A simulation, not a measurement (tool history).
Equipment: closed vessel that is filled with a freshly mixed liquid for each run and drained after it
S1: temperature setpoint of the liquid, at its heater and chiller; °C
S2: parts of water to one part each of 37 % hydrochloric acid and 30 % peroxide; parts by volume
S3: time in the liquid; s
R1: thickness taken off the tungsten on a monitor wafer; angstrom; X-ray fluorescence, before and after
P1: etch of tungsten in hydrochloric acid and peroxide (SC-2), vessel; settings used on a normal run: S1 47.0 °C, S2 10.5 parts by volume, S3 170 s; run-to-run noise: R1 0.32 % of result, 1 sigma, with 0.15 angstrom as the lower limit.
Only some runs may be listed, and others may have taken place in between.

run   hour    S1    S2   S3       R1
  1   16.3  47.0  10.5  170  184.300
  2   28.9  47.0  16.0   55   41.218
  3   46.0  35.0  10.5  170   78.690
      58.0  -- new drum of peroxide connected
  4   58.8  47.0  10.5  170  184.020
  5   71.3  47.0  10.5  170  183.300
  6   83.8  47.0   4.0  170  384.450
  7   98.4  61.0  10.5  170  455.180
  8  107.3  47.0  10.5  340  366.570
  9  118.9  47.0  10.5  170  183.110
 10  126.4  47.0  18.0  170  114.220
 11  137.1  47.0  10.5   30   32.215
 12  145.2  37.5  10.5  320  177.400
 13  155.3  47.0  10.5  170  184.660
 14  168.8  47.0  10.5  170  182.800
 15  177.8  47.0  10.5  170  189.570
 16  193.5  47.0  10.5  170  195.520
 17  202.4  47.0  10.5  170  197.220
 18  215.5  47.0  10.5  170  199.140
 19  229.2  47.0  10.5  170  199.890
 20  242.8  47.0  10.5  170  201.420
 21  251.0  47.0  10.5  170  199.250

P1 has crept away from where it was. The log is fitted equally well by each of these 2 causes, at the sizes shown:
A: chemicals flow above the setpoint (%) = 10.7
B: liquid hotter than its thermometer reads (K) = 1.26
The creep began at about hour 168.8.
What rules out each remaining cause:
peroxide weaker than its label (%): at its largest 8, which would move R1 by -7.4 %, too little to match the creep or of the wrong sign

Below are 4 check runs, each averaged over 2 wafers, with their results shown as question marks. Which of them would give clearly different results depending on which cause is behind the drift?
check 1  259.2  47.0  17.5   40   ?
check 2  259.2  39.5   4.0  170   ?
check 3  259.2  39.0  15.0  170   ?
check 4  259.2  55.5  10.5   50   ?

If the cause were each of the candidates in turn, the checks would give the following:
  check  result     if A     if B
check 1      R1   30.304   30.138
check 2      R1  242.510  248.090
check 3      R1   84.471   84.515
check 4      R1  103.080  102.690
Smallest distance between any two causes, each pair judged by its most separating result, in per cent: check 1 0.55 %; check 2 2.27 %; check 3 0.05 %; check 4 0.38 %
Check 2 tells the causes apart: in the others they would give nearly the same result.

After running check 2, the following was obtained: R1 248.320 angstrom. Which cause does this point to?

Of the candidate causes, it is B: liquid hotter than its thermometer reads (K).

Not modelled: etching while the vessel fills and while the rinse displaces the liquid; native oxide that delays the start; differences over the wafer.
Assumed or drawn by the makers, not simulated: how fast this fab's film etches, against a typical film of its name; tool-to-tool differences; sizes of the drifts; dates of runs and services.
